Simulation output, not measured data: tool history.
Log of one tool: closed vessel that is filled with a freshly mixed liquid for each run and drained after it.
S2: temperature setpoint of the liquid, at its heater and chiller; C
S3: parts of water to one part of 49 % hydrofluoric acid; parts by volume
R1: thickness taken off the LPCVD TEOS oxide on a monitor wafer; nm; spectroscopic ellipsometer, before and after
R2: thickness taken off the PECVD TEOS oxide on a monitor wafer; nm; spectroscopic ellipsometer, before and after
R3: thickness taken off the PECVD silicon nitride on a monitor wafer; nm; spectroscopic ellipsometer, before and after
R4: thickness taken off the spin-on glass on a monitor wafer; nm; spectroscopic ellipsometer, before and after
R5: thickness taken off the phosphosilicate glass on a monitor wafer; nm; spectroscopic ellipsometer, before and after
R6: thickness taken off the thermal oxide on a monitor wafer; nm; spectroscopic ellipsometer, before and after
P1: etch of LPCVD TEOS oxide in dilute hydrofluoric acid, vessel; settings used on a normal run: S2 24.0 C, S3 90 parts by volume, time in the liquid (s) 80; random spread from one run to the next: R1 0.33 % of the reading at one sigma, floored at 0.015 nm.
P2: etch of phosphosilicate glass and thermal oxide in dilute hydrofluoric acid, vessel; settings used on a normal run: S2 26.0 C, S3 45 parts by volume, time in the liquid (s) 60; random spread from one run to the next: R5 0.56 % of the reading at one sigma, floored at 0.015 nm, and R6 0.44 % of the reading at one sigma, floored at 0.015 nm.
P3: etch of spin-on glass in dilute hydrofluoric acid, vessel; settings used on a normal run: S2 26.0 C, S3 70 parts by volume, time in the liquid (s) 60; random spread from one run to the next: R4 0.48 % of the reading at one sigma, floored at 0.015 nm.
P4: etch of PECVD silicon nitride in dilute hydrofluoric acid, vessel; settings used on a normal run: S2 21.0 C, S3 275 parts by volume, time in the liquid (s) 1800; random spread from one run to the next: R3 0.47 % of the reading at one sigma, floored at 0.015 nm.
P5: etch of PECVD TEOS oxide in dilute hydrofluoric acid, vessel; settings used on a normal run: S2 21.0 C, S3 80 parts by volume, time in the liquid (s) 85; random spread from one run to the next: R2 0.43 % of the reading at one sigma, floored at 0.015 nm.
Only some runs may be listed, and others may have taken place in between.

run 1 day=0.442 | process_that_ran=P1 S2=24.0 S3=90 time_in_the_liquid_(s)=80 | R1=21.3140
run 2 day=0.808 | process_that_ran=P5 S2=27.5 S3=80 time_in_the_liquid_(s)=85 | R2=25.881
run 3 day=1.067 | process_that_ran=P1 S2=24.0 S3=90 time_in_the_liquid_(s)=80 | R1=21.3120
run 4 day=1.425 | process_that_ran=P1 S2=17.5 S3=50 time_in_the_liquid_(s)=80 | R1=30.6340
run 5 day=1.779 | process_that_ran=P4 S2=26.0 S3=275 time_in_the_liquid_(s)=1800 | R3=32.5050
run 6 day=2.250 | process_that_ran=P1 S2=24.0 S3=25 time_in_the_liquid_(s)=80 | R1=83.1130
run 7 day=2.579 | process_that_ran=P1 S2=24.0 S3=155 time_in_the_liquid_(s)=80 | R1=11.4250
run 8 day=2.892 | process_that_ran=P1 S2=24.0 S3=135 time_in_the_liquid_(s)=30 | R1=5.0308
run 9 day=3.333 | process_that_ran=P3 S2=26.0 S3=100 time_in_the_liquid_(s)=60 | R4=21.510
run 10 day=3.692 | process_that_ran=P2 S2=26.0 S3=45 time_in_the_liquid_(s)=30 | R5=76.982 R6=3.4000
run 11 day=3.958 | process_that_ran=P2 S2=34.0 S3=45 time_in_the_liquid_(s)=60 | R5=212.480 R6=9.3032
run 12 day=4.446 | process_that_ran=P1 S2=24.0 S3=90 time_in_the_liquid_(s)=80 | R1=21.3720
run 13 day=4.929 | process_that_ran=P5 S2=21.0 S3=80 time_in_the_liquid_(s)=85 | R2=19.984
run 14 day=5.362 | process_that_ran=P4 S2=21.0 S3=275 time_in_the_liquid_(s)=1800 | R3=23.8030
run 15 day=5.675 | process_that_ran=P4 S2=21.0 S3=275 time_in_the_liquid_(s)=1800 | R3=23.7910
-- day=5.933 hydrofluoric acid flow meter replaced
run 16 day=6.146 | process_that_ran=P1 S2=31.5 S3=90 time_in_the_liquid_(s)=80 | R1=28.2860
run 17 day=6.542 | process_that_ran=P1 S2=20.5 S3=60 time_in_the_liquid_(s)=80 | R1=28.6300
run 18 day=7.038 | process_that_ran=P4 S2=21.0 S3=505 time_in_the_liquid_(s)=1800 | R3=13.1800
run 19 day=7.267 | process_that_ran=P3 S2=26.0 S3=70 time_in_the_liquid_(s)=30 | R4=16.088
run 20 day=7.754 | process_that_ran=P2 S2=26.0 S3=45 time_in_the_liquid_(s)=60 | R5=153.130 R6=6.8439
run 21 day=8.167 | process_that_ran=P3 S2=26.0 S3=70 time_in_the_liquid_(s)=60 | R4=32.273
run 22 day=8.642 | process_that_ran=P5 S2=21.0 S3=80 time_in_the_liquid_(s)=150 | R2=35.100
run 23 day=8.892 | process_that_ran=P3 S2=30.0 S3=70 time_in_the_liquid_(s)=60 | R4=37.643
run 24 day=9.350 | process_that_ran=P1 S2=17.0 S3=90 time_in_the_liquid_(s)=80 | R1=15.9900
run 25 day=9.771 | process_that_ran=P1 S2=24.0 S3=90 time_in_the_liquid_(s)=150 | R1=39.9360
run 26 day=10.125 | process_that_ran=P3 S2=26.0 S3=70 time_in_the_liquid_(s)=60 | R4=32.362
run 27 day=10.367 | process_that_ran=P5 S2=21.0 S3=115 time_in_the_liquid_(s)=85 | R2=13.456
run 28 day=10.625 | process_that_ran=P2 S2=26.0 S3=70 time_in_the_liquid_(s)=60 | R5=95.440 R6=4.2458
run 29 day=10.954 | process_that_ran=P4 S2=21.0 S3=275 time_in_the_liquid_(s)=275 | R3=3.6553
run 30 day=11.246 | process_that_ran=P1 S2=24.0 S3=90 time_in_the_liquid_(s)=40 | R1=10.6000
run 31 day=11.488 | process_that_ran=P1 S2=24.0 S3=90 time_in_the_liquid_(s)=80 | R1=21.1290

What will run 32 give?
run 32 day=11.796 | process_that_ran=P1 S2=24.0 S3=90 time_in_the_liquid_(s)=80 | R1=?

{"run 32": {"R1": 21.33}}

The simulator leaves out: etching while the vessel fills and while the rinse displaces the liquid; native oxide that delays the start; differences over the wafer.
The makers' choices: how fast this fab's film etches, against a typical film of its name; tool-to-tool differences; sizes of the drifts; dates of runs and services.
